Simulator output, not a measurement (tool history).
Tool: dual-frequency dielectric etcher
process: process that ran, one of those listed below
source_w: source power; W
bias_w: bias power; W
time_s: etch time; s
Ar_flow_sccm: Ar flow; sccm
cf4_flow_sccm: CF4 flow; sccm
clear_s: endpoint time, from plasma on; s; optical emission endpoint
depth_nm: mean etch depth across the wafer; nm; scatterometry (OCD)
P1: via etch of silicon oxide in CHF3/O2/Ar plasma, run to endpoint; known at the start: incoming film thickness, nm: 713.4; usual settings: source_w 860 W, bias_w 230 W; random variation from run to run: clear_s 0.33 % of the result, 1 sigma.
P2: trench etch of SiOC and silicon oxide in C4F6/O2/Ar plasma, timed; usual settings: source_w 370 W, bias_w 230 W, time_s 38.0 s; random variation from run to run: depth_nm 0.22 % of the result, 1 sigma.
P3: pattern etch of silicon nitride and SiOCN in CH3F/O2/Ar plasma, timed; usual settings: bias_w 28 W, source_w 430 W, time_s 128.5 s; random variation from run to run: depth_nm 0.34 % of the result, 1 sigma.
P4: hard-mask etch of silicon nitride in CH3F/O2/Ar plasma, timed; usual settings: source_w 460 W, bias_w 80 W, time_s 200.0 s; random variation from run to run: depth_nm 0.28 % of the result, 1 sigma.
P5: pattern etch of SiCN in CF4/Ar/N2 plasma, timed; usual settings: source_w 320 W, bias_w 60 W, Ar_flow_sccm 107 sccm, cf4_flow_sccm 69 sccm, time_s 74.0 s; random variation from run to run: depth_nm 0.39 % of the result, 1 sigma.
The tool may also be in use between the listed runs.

run	hour	process	source_w	bias_w	time_s	Ar_flow_sccm	cf4_flow_sccm	clear_s	depth_nm
1	7.3	P1	860	230				283.28	
2	11.9	P4	460	46	200.0				127.140
3	15.5	P1	860	158				320.29	
4	19.9	P2	370	163	38.0				70.003
5	25.7	P3	430	28	100.5				15.629
6	30.1	P3	600	28	128.5				22.294
7	36.6	P2	370	230	38.0				77.740
8	40.4	P1	860	230				283.24	
9	47.7	P1	670	274				290.73	
10	54.2	P3	430	28	128.5				19.996
11	59.1	P1	860	230				282.00	
12	66.9	P4	320	80	200.0				133.350
13	72.8	P2	370	230	38.0				77.869
14	81.0	P1	860	230				282.33	
15	88.0	P2	370	230	53.0				109.130
# hour 91.1: source power generator calibrated
16	94.3	P4	460	80	200.0				152.690
17	101.3	P3	430	21	128.5				17.525
# hour 105.0: bias power generator calibrated
18	108.0	P5	320	60	74.0	107	96		47.122
19	112.9	P1	560	272				310.93	
20	117.7	P1	560	230				330.38	
21	122.2	P2	470	230	38.0				85.463
22	129.0	P5	320	60	74.0	133	69		42.898
23	134.8	P5	320	60	74.0	107	69		44.462
24	142.3	P5	240	60	74.0	107	69		34.720
25	148.5	P5	320	48	74.0	107	69		41.338
26	152.7	P3	430	28	128.5				20.042
27	157.3	P1	860	299				257.32	
28	164.8	P1	860	230				282.66	
29	171.6	P4	460	80	200.0				152.190
30	179.2	P5	320	60	98.5	107	69		59.762
31	187.3	P4	460	80	110.0				83.841
32	192.7	P1	860	230				281.73	
33	200.4	P1	1150	230				253.32	
34	205.7	P1	860	230				282.22	
35	213.4	P1	860	230				282.68	
36	217.8	P1	860	230				284.72	

Run 37 comes next. What will it give?
37	224.9	P1	860	230				?	

clear_s: 286.52 s
